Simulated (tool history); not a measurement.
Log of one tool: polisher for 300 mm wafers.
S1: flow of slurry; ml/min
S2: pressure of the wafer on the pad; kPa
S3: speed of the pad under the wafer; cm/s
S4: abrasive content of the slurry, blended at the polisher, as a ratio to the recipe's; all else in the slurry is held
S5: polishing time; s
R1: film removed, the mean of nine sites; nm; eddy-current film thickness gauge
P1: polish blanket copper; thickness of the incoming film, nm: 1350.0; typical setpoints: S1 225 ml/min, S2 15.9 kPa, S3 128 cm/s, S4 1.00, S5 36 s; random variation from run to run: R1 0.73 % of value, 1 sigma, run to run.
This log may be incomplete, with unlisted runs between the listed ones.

Run 1, hour 4.5: S1 225 ml/min, S2 15.9 kPa, S3 128 cm/s, S4 1.00, S5 36 s. Result: R1 98.333 nm.
Run 2, hour 8.3: S1 225 ml/min, S2 15.9 kPa, S3 78 cm/s, S4 1.00, S5 36 s. Result: R1 60.179 nm.
Run 3, hour 11.7: S1 340 ml/min, S2 15.9 kPa, S3 128 cm/s, S4 0.75, S5 36 s. Result: R1 97.266 nm.
Run 4, hour 16.6: S1 225 ml/min, S2 15.9 kPa, S3 128 cm/s, S4 0.65, S5 36 s. Result: R1 90.565 nm.
Run 5, hour 20.9: S1 315 ml/min, S2 15.9 kPa, S3 128 cm/s, S4 1.00, S5 36 s. Result: R1 101.280 nm.
Run 6, hour 23.8: S1 225 ml/min, S2 15.9 kPa, S3 128 cm/s, S4 1.00, S5 36 s. Result: R1 99.020 nm.
Run 7, hour 29.7: S1 225 ml/min, S2 15.9 kPa, S3 128 cm/s, S4 1.00, S5 36 s. Result: R1 98.190 nm.
Run 8, hour 34.8: S1 225 ml/min, S2 15.9 kPa, S3 128 cm/s, S4 1.00, S5 36 s. Result: R1 99.786 nm.
Run 9, hour 39.2: S1 135 ml/min, S2 15.9 kPa, S3 128 cm/s, S4 1.00, S5 36 s. Result: R1 92.029 nm.
Run 10, hour 43.2: S1 155 ml/min, S2 15.9 kPa, S3 80 cm/s, S4 1.00, S5 36 s. Result: R1 58.412 nm.
Run 11, hour 48.2: S1 225 ml/min, S2 8.3 kPa, S3 128 cm/s, S4 1.00, S5 36 s. Result: R1 52.089 nm.
Run 12, hour 52.7: S1 225 ml/min, S2 15.9 kPa, S3 128 cm/s, S4 1.00, S5 36 s. Result: R1 100.600 nm.
Run 13, hour 57.4: S1 225 ml/min, S2 15.9 kPa, S3 128 cm/s, S4 1.00, S5 49 s. Result: R1 135.150 nm.
Run 14, hour 62.4: S1 225 ml/min, S2 15.9 kPa, S3 192 cm/s, S4 0.60, S5 36 s. Result: R1 133.430 nm.

Estimate the outcome of run 15 from the log above:
Run 15, hour 67.5: S1 225 ml/min, S2 23.4 kPa, S3 128 cm/s, S4 1.00, S5 36 s. Result: R1 ?.

R1: 145.620 nm
